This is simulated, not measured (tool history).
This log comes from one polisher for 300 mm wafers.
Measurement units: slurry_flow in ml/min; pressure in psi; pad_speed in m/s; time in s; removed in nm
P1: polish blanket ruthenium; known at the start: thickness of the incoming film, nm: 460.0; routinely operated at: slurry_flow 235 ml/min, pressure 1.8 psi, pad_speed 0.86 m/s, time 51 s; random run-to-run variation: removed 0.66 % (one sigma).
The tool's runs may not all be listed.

run,hour,slurry_flow,pressure,pad_speed,time,wafers polished on this pad,hours since the slurry nozzle was cleaned,hours since the head pressure was calibrated,removed
1,8.3,235,1.8,0.86,51,1098,258.4,188.4,54.011
2,17.8,345,1.8,0.86,51,1183,267.9,197.9,56.361
3,27.7,235,1.8,0.86,51,1271,277.8,207.8,53.559
4,41.0,235,2.7,0.86,51,1390,291.1,221.1,80.117
5,50.0,235,1.1,0.86,51,1470,300.1,230.1,32.705
6,62.4,235,1.8,1.36,51,1580,312.5,242.5,84.662
7,73.6,235,1.0,1.20,51,1680,323.7,253.7,41.162
8,87.5,235,1.8,0.86,51,1804,337.6,267.6,53.284
9,98.2,235,1.8,0.86,51,1900,348.3,278.3,53.397
10,106.6,235,1.8,0.46,51,1975,356.7,286.7,28.739
11,117.4,235,1.8,0.86,28,2071,367.5,297.5,29.735
# hour 128.4: slurry nozzle cleaned
12,128.6,235,1.8,0.86,77,2171,0.3,308.7,80.180
13,138.5,235,2.7,0.62,51,2259,10.2,318.6,58.305
14,152.8,235,1.8,0.86,51,2387,24.5,332.9,54.063
15,162.2,140,1.8,0.86,51,2470,33.9,342.3,49.539
16,175.6,235,1.8,0.86,51,2590,47.3,355.7,53.817
17,189.4,235,1.8,0.86,51,2713,61.1,369.5,51.780
18,197.0,235,1.8,0.86,51,2781,68.7,377.1,51.937
19,205.2,235,1.8,0.86,51,2854,76.9,385.3,51.451
20,215.5,235,1.8,0.86,51,2946,87.2,395.6,51.705
# hour 218.4: worn pad replaced by a new one
21,225.5,235,1.8,0.86,51,64,97.2,405.6,51.266
22,237.1,235,1.8,0.86,51,167,108.8,417.2,51.355

The log shows P1 creeping away from where it was. Any of the 2 causes listed here, at the size stated for it, fits the log just as well as the others:
A: head's pressure below its setpoint, % = 4.31
B: slurry flow missing at the pad, % = 28.1
At approximately hour 175.6, the process output began to creep.
Each remaining cause and why it is not a fit:
removal rate lost through wear of the pad, %: serviced after onset, at hour 218.4, with no recovery of the prior output

Below are 4 check runs, each averaged over 3 wafers, with their results shown as question marks. Which of them would give clearly different results depending on which cause is behind the drift?
check 1,248.7,140,1.8,1.26,51,,,,?
check 2,248.7,235,1.8,1.12,38,,,,?
check 3,248.7,235,1.8,0.48,51,,,,?
check 4,248.7,235,1.8,0.86,65,,,,?

If the cause were each of the candidates in turn, the checks would give the following:
check,result,if A,if B
check 1,removed,69.599,67.758
check 2,removed,49.728,49.731
check 3,removed,28.603,28.605
check 4,removed,65.315,65.319
Separation of the two closest causes in each check, using whichever result separates them best: check 1 2.68 %; check 2 0.01 %; check 3 0.01 %; check 4 0.01 %
The causes can be told apart only by check 1. The other checks would give nearly the same results under each of them.

Then check 1 was run and gave: removed 67.918 nm. Which cause is it?

The correct cause is B, namely: slurry flow missing at the pad, %.
